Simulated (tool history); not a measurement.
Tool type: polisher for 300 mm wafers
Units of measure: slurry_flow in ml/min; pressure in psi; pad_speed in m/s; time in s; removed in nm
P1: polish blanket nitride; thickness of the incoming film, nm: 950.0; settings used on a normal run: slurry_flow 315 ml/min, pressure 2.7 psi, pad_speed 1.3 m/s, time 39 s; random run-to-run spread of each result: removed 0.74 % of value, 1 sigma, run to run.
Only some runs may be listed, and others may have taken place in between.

Run 1, hour 9.8: slurry_flow 315 ml/min, pressure 2.7 psi, pad_speed 1.3 m/s, time 39 s. Result: removed 57.648 nm.
Run 2, hour 25.8: slurry_flow 315 ml/min, pressure 4.1 psi, pad_speed 1.3 m/s, time 39 s. Result: removed 87.472 nm.
Run 3, hour 35.6: slurry_flow 315 ml/min, pressure 2.7 psi, pad_speed 1.3 m/s, time 61 s. Result: removed 91.409 nm.
Run 4, hour 46.3: slurry_flow 315 ml/min, pressure 2.7 psi, pad_speed 1.64 m/s, time 39 s. Result: removed 69.964 nm.
Run 5, hour 61.6: slurry_flow 190 ml/min, pressure 3.3 psi, pad_speed 1.3 m/s, time 39 s. Result: removed 67.21 nm.
At hour 65.1: head pressure recalibrated.
Run 6, hour 77.1: slurry_flow 315 ml/min, pressure 2.7 psi, pad_speed 1.3 m/s, time 39 s. Result: removed 57.639 nm.
Run 7, hour 86.7: slurry_flow 315 ml/min, pressure 2.7 psi, pad_speed 0.6 m/s, time 39 s. Result: removed 31.216 nm.
Run 8, hour 101.7: slurry_flow 315 ml/min, pressure 2.7 psi, pad_speed 1.3 m/s, time 39 s. Result: removed 57.882 nm.
Run 9, hour 111.1: slurry_flow 230 ml/min, pressure 1.6 psi, pad_speed 1.3 m/s, time 39 s. Result: removed 33.36 nm.
Run 10, hour 127: slurry_flow 190 ml/min, pressure 2.7 psi, pad_speed 1.3 m/s, time 39 s. Result: removed 54.825 nm.
Run 11, hour 141.8: slurry_flow 315 ml/min, pressure 2.7 psi, pad_speed 1.3 m/s, time 39 s. Result: removed 58.685 nm.
Run 12, hour 148.8: slurry_flow 315 ml/min, pressure 2.7 psi, pad_speed 1.3 m/s, time 39 s. Result: removed 58.22 nm.
Run 13, hour 161.5: slurry_flow 485 ml/min, pressure 2.7 psi, pad_speed 1.3 m/s, time 39 s. Result: removed 59.957 nm.
Run 14, hour 175.9: slurry_flow 315 ml/min, pressure 2.7 psi, pad_speed 1.3 m/s, time 39 s. Result: removed 59.114 nm.
Run 15, hour 185.9: slurry_flow 315 ml/min, pressure 1.2 psi, pad_speed 1.3 m/s, time 39 s. Result: removed 26.09 nm.
Run 16, hour 197.2: slurry_flow 315 ml/min, pressure 2.7 psi, pad_speed 1.3 m/s, time 39 s. Result: removed 57.787 nm.
Run 17, hour 206.6: slurry_flow 315 ml/min, pressure 2.7 psi, pad_speed 1.3 m/s, time 24 s. Result: removed 36.35 nm.
Run 18, hour 214.9: slurry_flow 405 ml/min, pressure 2.7 psi, pad_speed 1.3 m/s, time 21 s. Result: removed 32.137 nm.
Run 19, hour 222.8: slurry_flow 315 ml/min, pressure 2.7 psi, pad_speed 1.3 m/s, time 39 s. Result: removed 58.084 nm.
Run 20, hour 235.4: slurry_flow 315 ml/min, pressure 2.7 psi, pad_speed 1.3 m/s, time 39 s. Result: removed 56.934 nm.
Run 21, hour 242.6: slurry_flow 315 ml/min, pressure 2.7 psi, pad_speed 1.3 m/s, time 39 s. Result: removed 57.117 nm.

The next listed run, before its measurement:
Run 22, hour 256: slurry_flow 315 ml/min, pressure 2.7 psi, pad_speed 1.3 m/s, time 39 s. Result: removed ?.

For run 22 the tool returned removed 56.282 nm.

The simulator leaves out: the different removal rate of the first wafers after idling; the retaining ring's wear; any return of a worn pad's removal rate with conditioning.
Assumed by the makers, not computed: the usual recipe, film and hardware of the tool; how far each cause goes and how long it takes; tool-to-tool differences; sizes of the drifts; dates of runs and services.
